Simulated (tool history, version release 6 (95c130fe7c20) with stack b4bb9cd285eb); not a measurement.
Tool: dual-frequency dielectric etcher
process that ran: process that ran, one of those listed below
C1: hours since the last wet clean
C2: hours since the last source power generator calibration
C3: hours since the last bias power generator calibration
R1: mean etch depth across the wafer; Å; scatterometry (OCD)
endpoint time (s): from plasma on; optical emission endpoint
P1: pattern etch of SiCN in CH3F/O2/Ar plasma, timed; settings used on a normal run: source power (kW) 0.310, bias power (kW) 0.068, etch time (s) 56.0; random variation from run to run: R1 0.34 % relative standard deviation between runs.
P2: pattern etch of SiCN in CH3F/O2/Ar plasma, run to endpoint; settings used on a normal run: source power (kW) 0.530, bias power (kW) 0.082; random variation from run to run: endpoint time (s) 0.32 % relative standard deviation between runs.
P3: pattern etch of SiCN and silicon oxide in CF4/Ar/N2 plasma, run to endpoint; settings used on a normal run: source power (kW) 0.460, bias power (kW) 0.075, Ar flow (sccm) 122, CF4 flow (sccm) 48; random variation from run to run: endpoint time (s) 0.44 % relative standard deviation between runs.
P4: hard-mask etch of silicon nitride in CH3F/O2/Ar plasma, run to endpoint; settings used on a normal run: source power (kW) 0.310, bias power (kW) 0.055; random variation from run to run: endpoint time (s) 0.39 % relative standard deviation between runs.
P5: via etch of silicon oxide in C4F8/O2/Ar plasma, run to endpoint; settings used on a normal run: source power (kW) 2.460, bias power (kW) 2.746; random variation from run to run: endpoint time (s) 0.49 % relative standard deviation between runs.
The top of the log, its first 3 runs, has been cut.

{"run": 4, "day": 1.954, "process that ran": "P2", "source power (kW)": 0.53, "bias power (kW)": 0.11, "C1": 435.3, "C2": 701.6, "C3": 3044.3, "endpoint time (s)": 14.097}
{"day": 2.6, "done": "wet clean of the chamber"}
{"run": 5, "day": 2.692, "process that ran": "P1", "source power (kW)": 0.31, "bias power (kW)": 0.068, "etch time (s)": 35.5, "C1": 2.2, "C2": 719.3, "C3": 3062.0, "R1": 118.5}
{"run": 6, "day": 3.312, "process that ran": "P3", "source power (kW)": 0.62, "bias power (kW)": 0.075, "Ar flow (sccm)": 122, "CF4 flow (sccm)": 48, "C1": 17.1, "C2": 734.2, "C3": 3076.9, "endpoint time (s)": 9.3102}
{"run": 7, "day": 3.979, "process that ran": "P1", "source power (kW)": 0.31, "bias power (kW)": 0.092, "etch time (s)": 56.0, "C1": 33.1, "C2": 750.2, "C3": 3092.9, "R1": 208.63}
{"run": 8, "day": 4.575, "process that ran": "P1", "source power (kW)": 0.23, "bias power (kW)": 0.068, "etch time (s)": 56.0, "C1": 47.4, "C2": 764.5, "C3": 3107.2, "R1": 167.25}
{"run": 9, "day": 5.042, "process that ran": "P3", "source power (kW)": 0.46, "bias power (kW)": 0.075, "Ar flow (sccm)": 122, "CF4 flow (sccm)": 57, "C1": 58.6, "C2": 775.7, "C3": 3118.4, "endpoint time (s)": 11.699}
{"run": 10, "day": 5.633, "process that ran": "P1", "source power (kW)": 0.31, "bias power (kW)": 0.068, "etch time (s)": 83.0, "C1": 72.8, "C2": 789.9, "C3": 3132.6, "R1": 276.97}
{"run": 11, "day": 6.267, "process that ran": "P3", "source power (kW)": 0.46, "bias power (kW)": 0.089, "Ar flow (sccm)": 122, "CF4 flow (sccm)": 48, "C1": 88.0, "C2": 805.1, "C3": 3147.8, "endpoint time (s)": 11.382}
{"run": 12, "day": 6.825, "process that ran": "P3", "source power (kW)": 0.46, "bias power (kW)": 0.075, "Ar flow (sccm)": 122, "CF4 flow (sccm)": 48, "C1": 101.4, "C2": 818.5, "C3": 3161.2, "endpoint time (s)": 12.014}
{"run": 13, "day": 7.208, "process that ran": "P4", "source power (kW)": 0.31, "bias power (kW)": 0.042, "C1": 110.6, "C2": 827.7, "C3": 3170.4, "endpoint time (s)": 100.02}
{"run": 14, "day": 7.642, "process that ran": "P4", "source power (kW)": 0.2, "bias power (kW)": 0.055, "C1": 121.0, "C2": 838.1, "C3": 3180.8, "endpoint time (s)": 109.06}
{"run": 15, "day": 7.988, "process that ran": "P1", "source power (kW)": 0.4, "bias power (kW)": 0.068, "etch time (s)": 41.0, "C1": 129.3, "C2": 846.4, "C3": 3189.1, "R1": 150.62}
{"run": 16, "day": 8.508, "process that ran": "P1", "source power (kW)": 0.4, "bias power (kW)": 0.068, "etch time (s)": 68.5, "C1": 141.8, "C2": 858.9, "C3": 3201.6, "R1": 251.45}
{"day": 8.908, "done": "source power generator calibrated"}
{"run": 17, "day": 9.188, "process that ran": "P3", "source power (kW)": 0.46, "bias power (kW)": 0.075, "Ar flow (sccm)": 122, "CF4 flow (sccm)": 48, "C1": 158.1, "C2": 6.7, "C3": 3217.9, "endpoint time (s)": 11.974}
{"run": 18, "day": 9.875, "process that ran": "P1", "source power (kW)": 0.31, "bias power (kW)": 0.068, "etch time (s)": 56.0, "C1": 174.6, "C2": 23.2, "C3": 3234.4, "R1": 186.38}
{"run": 19, "day": 10.542, "process that ran": "P2", "source power (kW)": 0.53, "bias power (kW)": 0.082, "C1": 190.6, "C2": 39.2, "C3": 3250.4, "endpoint time (s)": 15.593}
{"run": 20, "day": 11.104, "process that ran": "P5", "source power (kW)": 1.88, "bias power (kW)": 2.746, "C1": 204.1, "C2": 52.7, "C3": 3263.9, "endpoint time (s)": 137.06}
{"run": 21, "day": 11.6, "process that ran": "P1", "source power (kW)": 0.31, "bias power (kW)": 0.068, "etch time (s)": 56.0, "C1": 216.0, "C2": 64.6, "C3": 3275.8, "R1": 188.16}

Run 22 comes next. What will it give?
{"run": 22, "day": 12.271, "process that ran": "P1", "source power (kW)": 0.31, "bias power (kW)": 0.068, "etch time (s)": 56.0, "C1": 232.1, "C2": 80.7, "C3": 3291.9, "R1": "?"}

Run 22 measured R1 186.50 Å.
